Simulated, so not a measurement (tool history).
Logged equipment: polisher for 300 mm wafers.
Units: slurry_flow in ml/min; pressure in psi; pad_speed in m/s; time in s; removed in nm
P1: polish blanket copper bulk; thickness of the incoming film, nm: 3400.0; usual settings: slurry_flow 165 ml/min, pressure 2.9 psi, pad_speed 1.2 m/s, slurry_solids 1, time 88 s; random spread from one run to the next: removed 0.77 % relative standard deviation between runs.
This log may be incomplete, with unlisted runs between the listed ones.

run   hour  slurry_flow  pressure  pad_speed  slurry_solids  time  wafers polished on this pad  hours since the slurry nozzle was cleaned  hours since the head pressure was calibrated  hours since the slurry blender was calibrated  removed
  1   12.8          165       2.9        1.2              1    88                          281                                      171.9                                           970                                           72.2   1060.1
  2   23.5          165       2.9       1.64              1   123                          347                                      182.6                                         980.7                                           82.9     2054
  3     35          165       2.9        1.2              1    88                          418                                      194.1                                         992.2                                           94.4   1078.9
  4   48.1          215       2.9        1.2              1    88                          499                                      207.2                                        1005.3                                          107.5   1109.3
  5   60.8          165       2.9        1.2              1   136                          577                                      219.9                                          1018                                          120.2   1638.8
  6   71.8          165       1.3        1.2              1    88                          645                                      230.9                                          1029                                          131.2   480.32
  7   81.2          165       2.9        1.2              1    88                          703                                      240.3                                        1038.4                                          140.6   1063.9
  8   91.8          165       2.9        1.2              1    88                          768                                      250.9                                          1049                                          151.2   1066.8
  9   97.8          165       2.9        1.2            0.6    88                          806                                      256.9                                          1055                                          157.2   966.88
 10  109.4          165       4.4        1.2              1    88                          877                                      268.5                                        1066.6                                          168.8   1601.6
 11  119.2          100       3.6        1.2              1    88                          938                                      278.3                                        1076.4                                          178.6   1202.1
 12  128.9          100       2.9        1.2              1    88                          997                                        288                                        1086.1                                          188.3   964.39
 13  137.1          165       2.9       1.86              1    88                         1048                                      296.2                                        1094.3                                          196.5   1631.5
 14    143          165       2.9        1.2            0.6    49                         1084                                      302.1                                        1100.2                                          202.4   532.72
 15  153.3          165       2.9        1.2              1    48                         1148                                      312.4                                        1110.5                                          212.7   588.46
 16    165          165       2.9        1.2              1    88                         1220                                      324.1                                        1122.2                                          224.4   1060.4
 17  175.6          165       2.9        1.2           1.45    88                         1286                                      334.7                                        1132.8                                            235     1163
 18  182.8          165       2.9       0.74              1    88                         1330                                      341.9                                          1140                                          242.2   660.07
 19  194.5          165       2.9        1.2              1    88                         1402                                      353.6                                        1151.7                                          253.9   1069.9
 20    205          165       2.9        1.2              1    88                         1467                                      364.1                                        1162.2                                          264.4   1027.4
 21  217.9          165       2.9        1.2              1    88                         1547                                        377                                        1175.1                                          277.3   1006.6
 22  228.5          165       2.9        1.2              1    88                         1612                                      387.6                                        1185.7                                          287.9   988.45
     230.5  -- slurry blender recalibrated
       234  -- head pressure recalibrated
 23  234.8          165       2.9        1.2              1    88                         1651                                      393.9                                           0.8                                            4.4   989.82
 24  247.9          165       2.9        1.2              1    88                         1732                                        407                                          13.9                                           17.5   974.78
 25  256.4          165       2.9        1.2              1    88                         1784                                      415.5                                          22.4                                             26   973.96
 26  264.1          165       2.9        1.2              1    88                         1832                                      423.2                                          30.1                                           33.7   971.05

What P1 gives has crept off from where it sat before. The 2 causes that follow fit the log equally well, each at the size noted:
A: removal rate lost through wear of the pad, % = 8.8
B: slurry flow missing at the pad, % = 37.5
The creep began at about hour 194.5.
Every other cause this tool's parts could produce, and why it does not fit the log:
head's pressure below its setpoint, %: its service at hour 234 followed the start of the drift and did not put the process back to its old value
abrasive missing from the slurry, %: its service at hour 230.5 followed the start of the drift and did not put the process back to its old value

Below are 4 check runs, each averaged over 5 wafers, with their results shown as question marks. Which of them would give clearly different results depending on which cause is behind the drift?
check 1  271.8          165       1.3        1.8              1    88                                                                                                                                                                             ?
check 2  271.8          165       1.5        1.2           1.35    88                                                                                                                                                                             ?
check 3  271.8          120       2.9        1.2           1.25    88                                                                                                                                                                             ?
check 4  271.8          165         4        1.2              1    67                                                                                                                                                                             ?

Outcome of each check run for each possible cause:
  check   result    if A    if B
check 1  removed  654.23   654.2
check 2  removed  537.29  537.26
check 3  removed  963.65  934.89
check 4  removed  1021.8  1021.7
Per check, the gap between the least separated pair of causes, taken in the result that splits them most: check 1 0 %; check 2 0 %; check 3 3.03 %; check 4 0 %
The causes can be told apart only by check 3. The other checks would give nearly the same results under each of them.

Running check 3 produced the following: removed 962.13 nm. Which one of the listed causes fits?

It was cause A: removal rate lost through wear of the pad, %.

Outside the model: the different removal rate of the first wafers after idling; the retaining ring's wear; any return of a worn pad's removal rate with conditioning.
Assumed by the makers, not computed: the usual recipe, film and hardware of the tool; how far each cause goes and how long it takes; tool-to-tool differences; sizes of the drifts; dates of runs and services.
